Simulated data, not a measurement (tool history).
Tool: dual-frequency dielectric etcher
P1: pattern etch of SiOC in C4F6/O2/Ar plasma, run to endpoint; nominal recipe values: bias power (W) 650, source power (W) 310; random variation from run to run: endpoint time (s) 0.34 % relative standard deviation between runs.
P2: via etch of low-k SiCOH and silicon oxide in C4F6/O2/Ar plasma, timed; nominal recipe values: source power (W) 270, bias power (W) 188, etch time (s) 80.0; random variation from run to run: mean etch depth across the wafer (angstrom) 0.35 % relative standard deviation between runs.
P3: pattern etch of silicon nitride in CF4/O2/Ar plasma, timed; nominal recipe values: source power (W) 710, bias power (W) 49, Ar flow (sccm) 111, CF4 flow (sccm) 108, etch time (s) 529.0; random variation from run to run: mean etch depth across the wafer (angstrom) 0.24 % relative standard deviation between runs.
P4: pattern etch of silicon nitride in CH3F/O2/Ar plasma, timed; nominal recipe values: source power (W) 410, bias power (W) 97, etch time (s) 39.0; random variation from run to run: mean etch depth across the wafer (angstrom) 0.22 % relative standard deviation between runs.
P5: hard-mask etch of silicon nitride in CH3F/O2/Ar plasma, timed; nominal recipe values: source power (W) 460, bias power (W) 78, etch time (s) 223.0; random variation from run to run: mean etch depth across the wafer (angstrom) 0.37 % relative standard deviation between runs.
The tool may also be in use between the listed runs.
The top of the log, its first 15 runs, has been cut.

run    day  process that ran  bias power (W)  source power (W)  etch time (s)  Ar flow (sccm)  CF4 flow (sccm)  endpoint time (s)  mean etch depth across the wafer (angstrom)
 16  2.488                P5              78               460          223.0                                                                                          1699.70
 17  2.700                P1             650               310                                                             14.655
 18  2.867                P2             188               270          103.5                                                                                          2496.70
 19  3.046                P3              49               460          529.0             111              108                                                         9589.20
 20  3.183                P1             650               190                                                             17.328
 21  3.317                P3              49               710          529.0              74              108                                                        14670.00
 22  3.425                P2             122               270           80.0                                                                                          1677.50
 23  3.521                P1             650               310                                                             14.552
 24  3.662                P1             650               310                                                             14.502
 25  3.758                P5              78               610          223.0                                                                                          1889.80
 26  3.900                P2             188               380           80.0                                                                                          2201.40
 27  4.100                P1             821               310                                                             13.344
 28  4.208                P1             482               380                                                             15.114
 29  4.396                P3              49               710          529.0             111               68                                                        13174.00
 30  4.512                P5             105               460          223.0                                                                                          1895.70
 31  4.688                P1             456               400                                                             15.066
 32  4.808                P1             650               310                                                             14.524
 33  4.925                P1             650               310                                                             14.671
 34  5.021                P1             650               310                                                             14.678
     5.158  -- wet clean of the chamber
 35  5.171                P1             650               310                                                             14.758

What does the tool deliver on the next run?
 36  5.312                P1             650               310                                                                  ?

endpoint time (s): 14.788
